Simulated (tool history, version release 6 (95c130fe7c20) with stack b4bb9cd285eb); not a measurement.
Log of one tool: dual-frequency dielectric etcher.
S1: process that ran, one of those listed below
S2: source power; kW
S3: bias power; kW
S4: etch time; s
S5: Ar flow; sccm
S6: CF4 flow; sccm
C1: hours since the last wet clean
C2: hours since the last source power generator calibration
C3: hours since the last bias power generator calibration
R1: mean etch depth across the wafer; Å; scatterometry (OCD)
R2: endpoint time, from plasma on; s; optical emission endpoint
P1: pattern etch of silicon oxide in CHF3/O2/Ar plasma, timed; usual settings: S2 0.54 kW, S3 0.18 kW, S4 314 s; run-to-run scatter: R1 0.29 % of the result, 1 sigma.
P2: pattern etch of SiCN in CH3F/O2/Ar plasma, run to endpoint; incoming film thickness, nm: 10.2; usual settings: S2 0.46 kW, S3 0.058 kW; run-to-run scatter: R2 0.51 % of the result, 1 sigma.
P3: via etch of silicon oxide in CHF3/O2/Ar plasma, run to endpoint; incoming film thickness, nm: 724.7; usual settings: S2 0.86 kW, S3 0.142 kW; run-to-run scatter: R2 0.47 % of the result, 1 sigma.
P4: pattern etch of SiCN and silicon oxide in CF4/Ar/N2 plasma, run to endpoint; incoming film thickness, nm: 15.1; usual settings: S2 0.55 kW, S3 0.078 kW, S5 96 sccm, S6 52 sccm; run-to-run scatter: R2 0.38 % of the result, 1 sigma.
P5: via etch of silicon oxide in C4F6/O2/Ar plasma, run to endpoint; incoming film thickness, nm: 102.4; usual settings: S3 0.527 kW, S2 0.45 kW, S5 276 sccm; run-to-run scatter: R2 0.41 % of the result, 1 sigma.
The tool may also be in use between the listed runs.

run,day,S1,S2,S3,S4,S5,S6,C1,C2,C3,R1,R2
1,0.162,P1,0.54,0.18,314,,,208.3,1079.2,1695.9,5999,
2,0.292,P2,0.46,0.058,,,,211.4,1082.3,1699,,27.35
3,0.404,P4,0.55,0.098,,96,52,214.1,1085,1701.7,,13.413
4,0.517,P4,0.55,0.078,,96,52,216.8,1087.7,1704.4,,14.556
5,0.612,P1,0.54,0.18,314,,,219.1,1090,1706.7,5968.7,
6,0.8,P5,0.45,0.527,,276,,223.6,1094.5,1711.2,,21.012
7,0.992,P4,0.55,0.078,,96,52,228.2,1099.1,1715.8,,14.523
8,1.133,P1,0.32,0.18,314,,,231.6,1102.5,1719.2,4908,
9,1.258,P2,0.46,0.058,,,,234.6,1105.5,1722.2,,27.553
10,1.425,P2,0.46,0.047,,,,238.6,1109.5,1726.2,,29.425
# day 1.596: bias power generator calibrated
11,1.604,P5,0.45,0.527,,185,,242.9,1113.8,0.3,,20.021
12,1.796,P1,0.54,0.18,314,,,247.5,1118.4,4.9,6007.3,
13,1.942,P5,0.45,0.661,,276,,251,1121.9,8.4,,19.222
14,2.079,P1,0.54,0.18,314,,,254.3,1125.2,11.7,6001,
# day 2.1: source power generator calibrated
15,2.217,P3,0.86,0.142,,,,257.6,2.9,15,,340.31
16,2.308,P1,0.67,0.238,314,,,259.8,5.1,17.2,7127.4,
17,2.517,P3,0.61,0.142,,,,264.8,10.1,22.2,,387.38
18,2.679,P5,0.57,0.527,,276,,268.7,14,26.1,,19.12
19,2.796,P1,0.54,0.18,314,,,271.5,16.8,28.9,5960.2,
20,2.917,P4,0.78,0.078,,96,52,274.4,19.7,31.8,,10.684
21,3.108,P3,0.86,0.092,,,,279,24.3,36.4,,387.76
22,3.317,P4,0.55,0.078,,78,52,284,29.3,41.4,,14.111
23,3.5,P1,0.54,0.18,314,,,288.4,33.7,45.8,5978.9,
24,3.612,P1,0.54,0.18,211,,,291.1,36.4,48.5,4012.5,
25,3.783,P1,0.54,0.18,471,,,295.2,40.5,52.6,8993.1,
26,3.962,P1,0.54,0.12,314,,,299.5,44.8,56.9,5246.3,
27,4.138,P1,0.68,0.18,314,,,303.7,49,61.1,6540.1,
28,4.329,P2,0.62,0.058,,,,308.3,53.6,65.7,,24.499
29,4.425,P4,0.55,0.078,,96,41,310.6,55.9,68,,15.148
30,4.567,P1,0.54,0.227,314,,,314,59.3,71.4,6497.5,
31,4.754,P1,0.54,0.18,314,,,318.5,63.8,75.9,5981.2,
32,4.871,P1,0.54,0.18,314,,,321.3,66.6,78.7,5926.2,
33,5.012,P1,0.54,0.18,314,,,324.7,70,82.1,5917.4,
34,5.208,P1,0.54,0.18,314,,,329.4,74.7,86.8,5928.4,
35,5.388,P1,0.54,0.18,314,,,333.7,79,91.1,5868.9,
# day 5.421: wet clean of the chamber
36,5.558,P1,0.54,0.18,314,,,3.4,83.1,95.2,5856.6,
37,5.721,P1,0.54,0.18,314,,,7.3,87,99.1,5895.9,

What P1 gives has crept away from where it was. These 2 causes fit the log equally well, each at the size given:
A: source power that arrives under what is set, % = 4.1
B: bias power that arrives under what is set, % = 4.62
The creep began at about day 4.754.
Why every other cause is out:
chamber walls in a state that lowers the etch rate, %: serviced at day 5.421, which brought nothing back

4 check runs are offered, each on 2 wafers whose results are averaged, their results left as question marks. Which one tells the causes apart?
check 1,5.883,P2,0.46,0.058,,,,,,,,?
check 2,5.883,P3,0.86,0.142,,,,,,,,?
check 3,5.883,P5,0.45,0.527,,276,,,,,,?
check 4,5.883,P4,0.55,0.078,,96,52,,,,,?

What each check would give under each cause:
check,result,if A,if B
check 1,R2,27.954,27.942
check 2,R2,342.91,342.31
check 3,R2,21.292,21.339
check 4,R2,15.108,14.807
How far apart the two closest causes lie, in the result that separates them most: check 1 0.04 %; check 2 0.18 %; check 3 0.22 %; check 4 2.02 %
Check 4 tells the causes apart: in the others they would give nearly the same result.

Check 4 was then run and gave: R2 14.836 s. Which cause is it?

It is B: bias power that arrives under what is set, %.
